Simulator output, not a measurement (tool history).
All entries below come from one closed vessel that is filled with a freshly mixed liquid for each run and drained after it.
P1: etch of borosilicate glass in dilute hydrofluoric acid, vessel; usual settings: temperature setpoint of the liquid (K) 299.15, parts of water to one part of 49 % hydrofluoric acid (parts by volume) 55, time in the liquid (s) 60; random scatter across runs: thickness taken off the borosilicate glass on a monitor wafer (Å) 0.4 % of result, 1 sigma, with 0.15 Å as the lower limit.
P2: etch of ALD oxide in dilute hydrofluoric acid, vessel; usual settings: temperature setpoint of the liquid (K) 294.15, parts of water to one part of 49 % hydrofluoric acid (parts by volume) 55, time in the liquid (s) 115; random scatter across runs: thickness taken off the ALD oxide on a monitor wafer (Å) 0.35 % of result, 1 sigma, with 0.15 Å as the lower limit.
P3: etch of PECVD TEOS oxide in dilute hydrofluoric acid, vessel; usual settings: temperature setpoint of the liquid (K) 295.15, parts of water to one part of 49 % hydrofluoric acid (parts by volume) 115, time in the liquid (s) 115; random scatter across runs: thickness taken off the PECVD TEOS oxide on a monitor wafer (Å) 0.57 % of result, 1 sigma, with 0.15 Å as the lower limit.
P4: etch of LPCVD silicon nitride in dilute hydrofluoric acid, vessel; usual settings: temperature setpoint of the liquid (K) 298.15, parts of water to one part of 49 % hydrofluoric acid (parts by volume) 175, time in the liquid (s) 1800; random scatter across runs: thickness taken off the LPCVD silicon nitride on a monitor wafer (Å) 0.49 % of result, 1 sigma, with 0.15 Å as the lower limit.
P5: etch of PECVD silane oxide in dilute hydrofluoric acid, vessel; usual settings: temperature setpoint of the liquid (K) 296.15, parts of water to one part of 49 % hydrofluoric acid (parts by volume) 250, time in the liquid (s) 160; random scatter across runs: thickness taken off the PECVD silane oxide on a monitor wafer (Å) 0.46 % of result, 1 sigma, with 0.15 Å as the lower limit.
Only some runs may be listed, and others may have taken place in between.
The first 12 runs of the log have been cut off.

| run | hour | process that ran | temperature setpoint of the liquid (K) | parts of water to one part of 49 % hydrofluoric acid (parts by volume) | time in the liquid (s) | thickness taken off the borosilicate glass on a monitor wafer (Å) | thickness taken off the ALD oxide on a monitor wafer (Å) | thickness taken off the LPCVD silicon nitride on a monitor wafer (Å) | thickness taken off the PECVD TEOS oxide on a monitor wafer (Å) | thickness taken off the PECVD silane oxide on a monitor wafer (Å) |
|---|---|---|---|---|---|---|---|---|---|---|
| 13 | 135.4 | P1 | 299.15 | 55 | 60 | 309.63 |  |  |  |  |
| 14 | 147.9 | P2 | 301.15 | 55 | 115 |  | 376.01 |  |  |  |
| 15 | 162 | P3 | 295.15 | 35 | 115 |  |  |  | 437.03 |  |
| 16 | 171.2 | P4 | 298.15 | 175 | 1800 |  |  | 58.156 |  |  |
| 17 | 180.3 | P3 | 299.15 | 115 | 115 |  |  |  | 140.42 |  |
| 18 | 187.2 | P1 | 299.15 | 55 | 60 | 310.83 |  |  |  |  |
| 19 | 198.3 | P4 | 306.15 | 175 | 1800 |  |  | 95.222 |  |  |
| 20 | 206.8 | P1 | 299.15 | 55 | 60 | 309.86 |  |  |  |  |
| 21 | 216.2 | P5 | 296.15 | 380 | 160 |  |  |  |  | 144.05 |
| 22 | 223.9 | P1 | 299.15 | 55 | 60 | 309.4 |  |  |  |  |
| 23 | 238.5 | P3 | 295.15 | 115 | 115 |  |  |  | 120.34 |  |
| 24 | 246.7 | P1 | 299.15 | 85 | 60 | 191.62 |  |  |  |  |
| 25 | 259.8 | P2 | 294.15 | 55 | 175 |  | 430.86 |  |  |  |
|  | 260.4 | hydrofluoric acid flow meter replaced |
| 26 | 267.7 | P1 | 291.15 | 55 | 60 | 221.76 |  |  |  |  |
| 27 | 276.7 | P1 | 299.15 | 55 | 30 | 154.36 |  |  |  |  |
| 28 | 287.9 | P5 | 290.15 | 250 | 160 |  |  |  |  | 196.33 |
| 29 | 296 | P5 | 296.15 | 250 | 310 |  |  |  |  | 474.89 |
| 30 | 305.3 | P4 | 298.15 | 175 | 1800 |  |  | 58.35 |  |  |

Run 31 comes next. What will it give?
| 31 | 319.4 | P4 | 298.15 | 40 | 1800 |  |  | ? |  |  |

{"run 31": {"thickness taken off the LPCVD silicon nitride on a monitor wafer (Å)": 251.87}}
